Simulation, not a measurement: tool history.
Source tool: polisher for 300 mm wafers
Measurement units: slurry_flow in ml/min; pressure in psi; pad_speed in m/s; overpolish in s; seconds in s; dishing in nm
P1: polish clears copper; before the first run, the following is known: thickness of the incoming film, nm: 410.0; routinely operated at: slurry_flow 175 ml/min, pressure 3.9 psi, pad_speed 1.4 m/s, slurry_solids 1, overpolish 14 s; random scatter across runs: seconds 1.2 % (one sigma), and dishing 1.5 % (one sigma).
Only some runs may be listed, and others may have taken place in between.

run   hour  slurry_flow  pressure  pad_speed  slurry_solids  overpolish  wafers polished on this pad  hours since the slurry nozzle was cleaned  hours since the head pressure was calibrated  hours since the slurry blender was calibrated  seconds  dishing
  1   13.9          175       3.9        1.4              1          14                         1194                                      107.1                                         430.6                                          287.7   62.711   57.401
  2   24.5          175       3.9       2.06           0.75          14                         1290                                      117.7                                         441.2                                          298.3   46.056   72.116
  3   34.9          175       3.9       1.88              1          14                         1383                                      128.1                                         451.6                                          308.7   47.484   71.533
  4   43.3          175       5.2        1.4              1          14                         1459                                      136.5                                           460                                          317.1    47.18    70.19
  5   56.2          175       3.9        1.4           1.45          14                         1575                                      149.4                                         472.9                                            330   58.465   59.974
  6   66.7          175       3.9        1.4              1          14                         1669                                      159.9                                         483.4                                          340.5   64.577   58.785
  7   75.2          175       5.8       2.14              1          14                         1745                                      168.4                                         491.9                                            349   27.656   101.64
  8   83.1          175       3.9        1.4              1          14                         1816                                      176.3                                         499.8                                          356.9   64.503   57.115
  9     96          175       3.9        0.7              1          14                         1932                                      189.2                                         512.7                                          369.8   125.57   33.267
 10  108.3          175       3.9        1.4              1          22                         2043                                      201.5                                           525                                          382.1   61.852   78.476
 11  118.7          260       3.9        1.4              1          14                         2136                                      211.9                                         535.4                                          392.5   60.339   58.618
 12  129.1          105       3.9        1.4              1          14                         2230                                      222.3                                         545.8                                          402.9   70.236    52.98
 13  142.9          115       3.9        1.4              1          21                         2354                                      236.1                                         559.6                                          416.7   68.725   70.503
 14  151.4          175       3.9        1.4              1          14                         2430                                      244.6                                         568.1                                          425.2   62.073   55.976
 15  162.7          175       3.9        1.4              1           4                         2532                                      255.9                                         579.4                                          436.5   63.733   19.415
 16  170.7          175       3.9        1.4           0.55          14                         2604                                      263.9                                         587.4                                          444.5   70.757   51.225
 17  178.5          175       1.8        1.4              1          14                         2674                                      271.7                                         595.2                                          452.3   135.76   28.491
 18    194          175       3.9        1.4              1          14                         2813                                      287.2                                         610.7                                          467.8   62.406    55.61
 19  207.8          175       3.9        1.4              1          14                         2937                                        301                                         624.5                                          481.6    63.98   55.984
 20  217.4          175       3.9        1.4              1          14                         3024                                      310.6                                         634.1                                          491.2    65.06   55.275
 21  233.3          175       3.9        1.4              1          14                         3167                                      326.5                                           650                                          507.1   66.555   54.243
     237.6  -- head pressure recalibrated
     240.5  -- slurry blender recalibrated
 22  247.9          175       3.9        1.4              1          14                         3298                                      341.1                                          10.4                                            7.4   67.274   54.603
 23  259.3          175       3.9        1.4              1          14                         3400                                      352.5                                          21.8                                           18.8   66.443   54.707
 24  272.1          175       3.9        1.4              1          14                         3515                                      365.3                                          34.6                                           31.6   66.643   54.508
 25  284.3          175       3.9        1.4              1          14                         3625                                      377.5                                          46.8                                           43.8   66.577   54.532
 26  297.7          175       3.9        1.4              1          14                         3746                                      390.9                                          60.2                                           57.2   67.024   53.506
 27  307.8          175       3.9        1.4              1          14                         3836                                        401                                          70.3                                           67.3   67.588   52.882

P1 no longer gives what it gave before; its output has crept away from where it was. The following 2 causes, each at its listed size, fit the log equally well:
A: slurry flow missing at the pad, % = 32.6
B: removal rate lost through wear of the pad, % = 6.85
The creep began at about hour 194.
Why every other cause is out:
head's pressure below its setpoint, %: serviced at hour 237.6, which brought nothing back
abrasive missing from the slurry, %: serviced at hour 240.5, which brought nothing back

Of the 4 check runs below, each run on 5 wafers with the results averaged and each result still a question mark, which one would tell the listed causes apart?
check 1  317.9          175       2.7       0.82              1          14                                                                                                                                                                             ?        ?
check 2  317.9          175         2        1.4              1          14                                                                                                                                                                             ?        ?
check 3  317.9          105       3.9        1.4           1.35          14                                                                                                                                                                             ?        ?
check 4  317.9          175       3.9        0.9            0.7          14                                                                                                                                                                             ?        ?

What every check run would give for each of its results, assuming each possible cause in turn:
  check   result    if A    if B
check 1  seconds  167.51  167.53
check 1  dishing  25.028  25.025
check 2  seconds  132.45  132.47
check 2  dishing  30.066  30.063
check 3  seconds  73.027  70.114
check 3  dishing  50.877  52.478
check 4  seconds  113.87  113.88
check 4  dishing  35.536  35.532
Per check, the gap between the least separated pair of causes, taken in the result that splits them most: check 1 0.01 %; check 2 0.01 %; check 3 4.07 %; check 4 0.01 %
Only check 3 tells the causes apart: in the others they would give nearly the same result.

With check 3 done, the readings were: seconds 72.573 s; dishing 50.575 nm. Identify which of the listed causes applies.

Of the candidate causes, it is A: slurry flow missing at the pad, %.

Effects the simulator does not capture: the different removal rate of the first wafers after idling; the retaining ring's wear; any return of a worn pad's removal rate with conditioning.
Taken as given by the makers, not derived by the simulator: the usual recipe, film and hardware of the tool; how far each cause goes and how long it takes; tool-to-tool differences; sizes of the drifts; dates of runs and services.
